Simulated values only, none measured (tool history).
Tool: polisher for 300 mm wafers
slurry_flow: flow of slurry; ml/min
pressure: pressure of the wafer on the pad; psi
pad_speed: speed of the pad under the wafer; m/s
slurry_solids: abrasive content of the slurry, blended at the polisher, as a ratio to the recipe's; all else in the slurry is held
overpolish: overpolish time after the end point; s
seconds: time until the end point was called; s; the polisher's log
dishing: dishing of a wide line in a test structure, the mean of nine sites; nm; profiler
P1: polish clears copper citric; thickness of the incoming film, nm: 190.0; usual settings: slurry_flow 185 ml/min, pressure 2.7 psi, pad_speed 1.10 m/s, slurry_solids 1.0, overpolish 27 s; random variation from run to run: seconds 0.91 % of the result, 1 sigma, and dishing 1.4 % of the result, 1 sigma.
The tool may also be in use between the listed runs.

| run | day | slurry_flow | pressure | pad_speed | slurry_solids | overpolish | wafers polished on this pad | hours since the slurry nozzle was cleaned | hours since the head pressure was calibrated | hours since the slurry blender was calibrated | seconds | dishing |
|---|---|---|---|---|---|---|---|---|---|---|---|---|
| 1 | 0.208 | 185 | 2.7 | 1.10 | 1.0 | 27 | 275 | 120.1 | 156.3 | 79.0 | 79.132 | 42.214 |
| 2 | 0.375 | 185 | 1.7 | 1.10 | 1.0 | 27 | 320 | 124.1 | 160.3 | 83.0 | 124.760 | 27.717 |
| 3 | 0.512 | 185 | 2.7 | 1.10 | 1.0 | 27 | 357 | 127.4 | 163.6 | 86.3 | 80.126 | 42.594 |
| 4 | 0.650 | 185 | 2.7 | 1.10 | 1.5 | 27 | 394 | 130.7 | 166.9 | 89.6 | 72.235 | 45.606 |
| 5 | 0.912 | 185 | 2.7 | 1.10 | 1.0 | 8 | 464 | 137.0 | 173.2 | 95.9 | 79.393 | 13.776 |
| 6 | 1.162 | 185 | 4.1 | 1.10 | 1.0 | 27 | 531 | 143.0 | 179.2 | 101.9 | 52.755 | 59.521 |
|  | 1.396 | worn pad replaced by a new one |
| 7 | 1.433 | 185 | 2.7 | 1.10 | 0.6 | 27 | 11 | 149.5 | 185.7 | 108.4 | 88.728 | 38.229 |
| 8 | 1.688 | 185 | 2.7 | 1.10 | 1.0 | 44 | 79 | 155.6 | 191.8 | 114.5 | 80.611 | 60.734 |
| 9 | 1.833 | 185 | 2.7 | 1.10 | 1.0 | 27 | 118 | 159.1 | 195.3 | 118.0 | 79.888 | 41.719 |
| 10 | 2.046 | 110 | 2.7 | 1.10 | 1.0 | 27 | 175 | 164.2 | 200.4 | 123.1 | 86.032 | 39.181 |
| 11 | 2.312 | 290 | 2.7 | 1.10 | 1.0 | 27 | 246 | 170.6 | 206.8 | 129.5 | 74.994 | 43.671 |
| 12 | 2.567 | 185 | 2.7 | 0.50 | 1.0 | 27 | 314 | 176.7 | 212.9 | 135.6 | 168.350 | 21.583 |
| 13 | 2.796 | 185 | 2.7 | 1.10 | 1.0 | 27 | 376 | 182.2 | 218.4 | 141.1 | 79.355 | 42.670 |
| 14 | 3.021 | 185 | 2.7 | 1.10 | 1.0 | 27 | 436 | 187.6 | 223.8 | 146.5 | 79.240 | 41.170 |
| 15 | 3.283 | 185 | 2.7 | 1.48 | 1.0 | 13 | 507 | 193.9 | 230.1 | 152.8 | 58.516 | 29.028 |
| 16 | 3.467 | 185 | 2.7 | 1.10 | 1.0 | 27 | 556 | 198.3 | 234.5 | 157.2 | 78.473 | 41.967 |
| 17 | 3.621 | 185 | 2.7 | 1.54 | 1.0 | 27 | 597 | 202.0 | 238.2 | 160.9 | 56.755 | 54.546 |
| 18 | 3.821 | 185 | 2.7 | 1.10 | 1.0 | 27 | 651 | 206.8 | 243.0 | 165.7 | 77.869 | 42.821 |
| 19 | 3.958 | 185 | 2.7 | 1.10 | 1.0 | 27 | 688 | 210.1 | 246.3 | 169.0 | 80.548 | 41.178 |
| 20 | 4.225 | 185 | 2.7 | 1.10 | 1.0 | 27 | 759 | 216.5 | 252.7 | 175.4 | 80.366 | 39.904 |
|  | 4.333 | worn pad replaced by a new one |
| 21 | 4.500 | 185 | 2.7 | 1.10 | 1.0 | 27 | 44 | 223.1 | 259.3 | 182.0 | 81.777 | 41.213 |
| 22 | 4.717 | 185 | 2.7 | 1.10 | 1.0 | 27 | 102 | 228.3 | 264.5 | 187.2 | 83.669 | 40.140 |
|  | 4.729 | head pressure recalibrated |
| 23 | 4.896 | 185 | 2.7 | 1.10 | 1.0 | 27 | 151 | 232.6 | 4.1 | 191.5 | 84.045 | 39.815 |
| 24 | 5.038 | 185 | 2.7 | 1.10 | 1.0 | 27 | 188 | 236.0 | 7.5 | 194.9 | 83.658 | 40.348 |
| 25 | 5.167 | 185 | 2.7 | 1.10 | 1.0 | 27 | 223 | 239.1 | 10.6 | 198.0 | 82.793 | 39.669 |

What P1 gives has crept away from where it was. These 2 causes fit the log equally well, each at the size given:
A: slurry flow missing at the pad, % = 27.5
B: abrasive missing from the slurry, % = 22.4
The creep began at about day 3.821.
Why every other cause is out:
removal rate lost through wear of the pad, %: serviced at day 4.333, which brought nothing back
head's pressure below its setpoint, %: serviced at day 4.729, which brought nothing back

4 check runs are offered, each on 5 wafers whose results are averaged, their results left as question marks. Which one tells the causes apart?
| check 1 | 5.296 | 185 | 1.9 | 0.52 | 1.00 | 27 |  |  |  |  | ? | ? |
| check 2 | 5.296 | 185 | 2.7 | 0.50 | 1.35 | 27 |  |  |  |  | ? | ? |
| check 3 | 5.296 | 110 | 1.7 | 1.10 | 1.00 | 27 |  |  |  |  | ? | ? |
| check 4 | 5.296 | 185 | 4.1 | 1.42 | 1.00 | 27 |  |  |  |  | ? | ? |

What each check would give under each cause:
| check | result | if A | if B |
|---|---|---|---|
| check 1 | seconds | 239.100 | 239.140 |
| check 1 | dishing | 15.554 | 15.551 |
| check 2 | seconds | 167.020 | 167.370 |
| check 2 | dishing | 21.881 | 21.838 |
| check 3 | seconds | 148.290 | 143.660 |
| check 3 | dishing | 23.915 | 24.598 |
| check 4 | seconds | 43.065 | 43.072 |
| check 4 | dishing | 69.614 | 69.606 |
How far apart the two closest causes lie, in the result that separates them most: check 1 0.02 %; check 2 0.21 %; check 3 3.17 %; check 4 0.02 %
Only check 3 tells the causes apart: in the others they would give nearly the same result.

Then check 3 was run and gave: seconds 149.480 s; dishing 24.054 nm. Which cause is it?

It is A: slurry flow missing at the pad, %.
